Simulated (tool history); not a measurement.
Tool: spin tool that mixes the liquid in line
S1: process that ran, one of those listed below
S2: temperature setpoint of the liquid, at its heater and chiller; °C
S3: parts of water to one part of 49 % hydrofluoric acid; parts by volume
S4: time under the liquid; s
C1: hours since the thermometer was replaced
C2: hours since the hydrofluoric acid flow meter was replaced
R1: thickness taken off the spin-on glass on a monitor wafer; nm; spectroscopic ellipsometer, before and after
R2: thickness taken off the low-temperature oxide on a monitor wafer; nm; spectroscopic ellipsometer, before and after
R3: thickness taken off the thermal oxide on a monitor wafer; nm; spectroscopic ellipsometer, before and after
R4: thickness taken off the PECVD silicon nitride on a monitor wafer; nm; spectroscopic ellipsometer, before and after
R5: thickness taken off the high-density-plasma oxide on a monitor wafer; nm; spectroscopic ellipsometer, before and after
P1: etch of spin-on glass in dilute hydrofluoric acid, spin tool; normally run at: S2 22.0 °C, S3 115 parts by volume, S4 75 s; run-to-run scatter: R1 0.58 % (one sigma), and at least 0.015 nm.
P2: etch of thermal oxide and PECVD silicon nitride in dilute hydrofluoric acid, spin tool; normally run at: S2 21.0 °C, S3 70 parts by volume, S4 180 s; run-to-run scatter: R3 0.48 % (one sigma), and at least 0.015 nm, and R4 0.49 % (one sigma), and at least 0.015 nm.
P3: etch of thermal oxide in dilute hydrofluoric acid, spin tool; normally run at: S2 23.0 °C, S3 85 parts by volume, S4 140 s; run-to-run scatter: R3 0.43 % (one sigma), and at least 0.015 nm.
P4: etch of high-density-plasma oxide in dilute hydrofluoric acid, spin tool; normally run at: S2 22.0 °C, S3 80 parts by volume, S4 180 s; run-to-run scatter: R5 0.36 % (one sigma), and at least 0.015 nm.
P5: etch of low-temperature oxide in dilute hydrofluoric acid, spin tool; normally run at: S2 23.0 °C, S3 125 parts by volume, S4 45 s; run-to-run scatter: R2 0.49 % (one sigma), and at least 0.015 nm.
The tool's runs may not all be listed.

{"run": 1, "hour": 8.1, "S1": "P1", "S2": 22.0, "S3": 115, "S4": 75, "C1": 383.2, "C2": 1082.3, "R1": 28.055}
{"run": 2, "hour": 15.6, "S1": "P1", "S2": 22.0, "S3": 25, "S4": 75, "C1": 390.7, "C2": 1089.8, "R1": 145.53}
{"run": 3, "hour": 24.1, "S1": "P5", "S2": 17.0, "S3": 125, "S4": 45, "C1": 399.2, "C2": 1098.3, "R2": 5.7177}
{"run": 4, "hour": 33.3, "S1": "P1", "S2": 22.0, "S3": 115, "S4": 75, "C1": 408.4, "C2": 1107.5, "R1": 28.102}
{"run": 5, "hour": 43.0, "S1": "P1", "S2": 22.0, "S3": 115, "S4": 75, "C1": 418.1, "C2": 1117.2, "R1": 27.847}
{"run": 6, "hour": 52.6, "S1": "P1", "S2": 30.0, "S3": 115, "S4": 75, "C1": 427.7, "C2": 1126.8, "R1": 38.105}
{"run": 7, "hour": 60.9, "S1": "P5", "S2": 23.0, "S3": 205, "S4": 45, "C1": 436.0, "C2": 1135.1, "R2": 4.0863}
{"run": 8, "hour": 68.0, "S1": "P2", "S2": 21.0, "S3": 70, "S4": 180, "C1": 443.1, "C2": 1142.2, "R3": 10.876, "R4": 5.1094}
{"run": 9, "hour": 73.9, "S1": "P1", "S2": 22.0, "S3": 115, "S4": 110, "C1": 449.0, "C2": 1148.1, "R1": 40.383}
{"run": 10, "hour": 82.9, "S1": "P1", "S2": 22.0, "S3": 115, "S4": 75, "C1": 458.0, "C2": 1157.1, "R1": 27.921}
{"run": 11, "hour": 92.9, "S1": "P1", "S2": 22.0, "S3": 115, "S4": 75, "C1": 468.0, "C2": 1167.1, "R1": 27.927}
{"run": 12, "hour": 98.4, "S1": "P3", "S2": 23.0, "S3": 85, "S4": 75, "C1": 473.5, "C2": 1172.6, "R3": 4.1515}
{"run": 13, "hour": 107.8, "S1": "P3", "S2": 19.0, "S3": 85, "S4": 140, "C1": 482.9, "C2": 1182.0, "R3": 6.5339}
{"run": 14, "hour": 116.4, "S1": "P1", "S2": 22.0, "S3": 115, "S4": 75, "C1": 491.5, "C2": 1190.6, "R1": 27.708}
{"run": 15, "hour": 121.9, "S1": "P5", "S2": 23.0, "S3": 125, "S4": 45, "C1": 497.0, "C2": 1196.1, "R2": 7.3982}
{"run": 16, "hour": 128.0, "S1": "P2", "S2": 21.0, "S3": 100, "S4": 180, "C1": 503.1, "C2": 1202.2, "R3": 7.401, "R4": 3.5568}
{"run": 17, "hour": 137.5, "S1": "P1", "S2": 22.0, "S3": 40, "S4": 120, "C1": 512.6, "C2": 1211.7, "R1": 142.23}
{"run": 18, "hour": 142.5, "S1": "P1", "S2": 22.0, "S3": 115, "S4": 35, "C1": 517.6, "C2": 1216.7, "R1": 13.106}
{"run": 19, "hour": 149.2, "S1": "P4", "S2": 22.0, "S3": 80, "S4": 55, "C1": 524.3, "C2": 1223.4, "R5": 4.0288}
{"run": 20, "hour": 158.6, "S1": "P1", "S2": 17.5, "S3": 115, "S4": 75, "C1": 533.7, "C2": 1232.8, "R1": 23.373}
{"run": 21, "hour": 167.6, "S1": "P5", "S2": 23.0, "S3": 125, "S4": 15, "C1": 542.7, "C2": 1241.8, "R2": 2.4648}
{"run": 22, "hour": 176.0, "S1": "P3", "S2": 23.0, "S3": 85, "S4": 140, "C1": 551.1, "C2": 1250.2, "R3": 7.7261}
{"run": 23, "hour": 182.2, "S1": "P2", "S2": 17.0, "S3": 70, "S4": 180, "C1": 557.3, "C2": 1256.4, "R3": 9.2233, "R4": 3.8408}
{"run": 24, "hour": 191.5, "S1": "P2", "S2": 21.0, "S3": 70, "S4": 180, "C1": 566.6, "C2": 1265.7, "R3": 10.944, "R4": 5.1083}
{"run": 25, "hour": 200.6, "S1": "P2", "S2": 21.0, "S3": 70, "S4": 45, "C1": 575.7, "C2": 1274.8, "R3": 2.708, "R4": 1.2764}
{"run": 26, "hour": 210.8, "S1": "P4", "S2": 22.0, "S3": 40, "S4": 180, "C1": 585.9, "C2": 1285.0, "R5": 27.852}
{"run": 27, "hour": 219.0, "S1": "P1", "S2": 17.5, "S3": 115, "S4": 135, "C1": 594.1, "C2": 1293.2, "R1": 41.755}
{"run": 28, "hour": 224.6, "S1": "P4", "S2": 28.0, "S3": 80, "S4": 180, "C1": 599.7, "C2": 1298.8, "R5": 16.769}
{"run": 29, "hour": 232.9, "S1": "P1", "S2": 22.0, "S3": 170, "S4": 75, "C1": 608.0, "C2": 1307.1, "R1": 17.696}
{"run": 30, "hour": 238.9, "S1": "P3", "S2": 23.0, "S3": 30, "S4": 140, "C1": 614.0, "C2": 1313.1, "R3": 23.547}
{"run": 31, "hour": 247.7, "S1": "P4", "S2": 22.0, "S3": 80, "S4": 180, "C1": 622.8, "C2": 1321.9, "R5": 13.192}
{"run": 32, "hour": 257.7, "S1": "P1", "S2": 29.5, "S3": 115, "S4": 120, "C1": 632.8, "C2": 1331.9, "R1": 59.274}
{"run": 33, "hour": 263.5, "S1": "P4", "S2": 22.0, "S3": 80, "S4": 180, "C1": 638.6, "C2": 1337.7, "R5": 13.187}
{"run": 34, "hour": 273.2, "S1": "P1", "S2": 22.0, "S3": 115, "S4": 75, "C1": 648.3, "C2": 1347.4, "R1": 27.972}
{"run": 35, "hour": 282.4, "S1": "P1", "S2": 22.0, "S3": 115, "S4": 75, "C1": 657.5, "C2": 1356.6, "R1": 27.329}
{"run": 36, "hour": 290.7, "S1": "P1", "S2": 22.0, "S3": 115, "S4": 75, "C1": 665.8, "C2": 1364.9, "R1": 26.701}
{"run": 37, "hour": 298.9, "S1": "P1", "S2": 22.0, "S3": 115, "S4": 75, "C1": 674.0, "C2": 1373.1, "R1": 26.778}
{"run": 38, "hour": 304.9, "S1": "P1", "S2": 22.0, "S3": 115, "S4": 75, "C1": 680.0, "C2": 1379.1, "R1": 26.534}
{"run": 39, "hour": 312.9, "S1": "P1", "S2": 22.0, "S3": 115, "S4": 75, "C1": 688.0, "C2": 1387.1, "R1": 26.294}
{"run": 40, "hour": 322.7, "S1": "P1", "S2": 22.0, "S3": 115, "S4": 75, "C1": 697.8, "C2": 1396.9, "R1": 26.482}
{"run": 41, "hour": 328.1, "S1": "P1", "S2": 22.0, "S3": 115, "S4": 75, "C1": 703.2, "C2": 1402.3, "R1": 26.1}
{"run": 42, "hour": 337.7, "S1": "P1", "S2": 22.0, "S3": 115, "S4": 75, "C1": 712.8, "C2": 1411.9, "R1": 26.189}

What P1 gives has crept away from where it was. These 2 causes fit the log equally well, each at the size given:
A: liquid colder than its thermometer reads (K) = 1.44
B: hydrofluoric acid flow below the setpoint (%) = 4.95
The creep began at about hour 273.2.

4 check runs are offered, one wafer each, their results left as question marks. Which one tells the causes apart?
{"run": "check 1", "hour": 347.3, "S1": "P4", "S2": 22.0, "S3": 80, "S4": 180, "R5": "?"}
{"run": "check 2", "hour": 347.3, "S1": "P2", "S2": 21.0, "S3": 70, "S4": 180, "R3": "?", "R4": "?"}
{"run": "check 3", "hour": 347.3, "S1": "P5", "S2": 23.0, "S3": 125, "S4": 45, "R2": "?"}
{"run": "check 4", "hour": 347.3, "S1": "P3", "S2": 23.0, "S3": 85, "S4": 140, "R3": "?"}

What each check would give under each cause:
check=check_1 result=R5 if_A=12.4650 if_B=12.5080
check=check_2 result=R3 if_A=10.2870 if_B=10.3380
check=check_2 result=R4 if_A=4.5979 if_B=4.8303
check=check_3 result=R2 if_A=6.9410 if_B=6.9319
check=check_4 result=R3 if_A=7.3050 if_B=7.3221
How far apart the two closest causes lie, in the result that separates them most: check 1 0.34 %; check 2 4.93 %; check 3 0.13 %; check 4 0.23 %
Check 2 tells the causes apart: in the others they would give nearly the same result.

Then check 2 was run and gave: R3 10.3950 nm; R4 4.8635 nm. Which cause is it?

It is B: hydrofluoric acid flow below the setpoint (%).

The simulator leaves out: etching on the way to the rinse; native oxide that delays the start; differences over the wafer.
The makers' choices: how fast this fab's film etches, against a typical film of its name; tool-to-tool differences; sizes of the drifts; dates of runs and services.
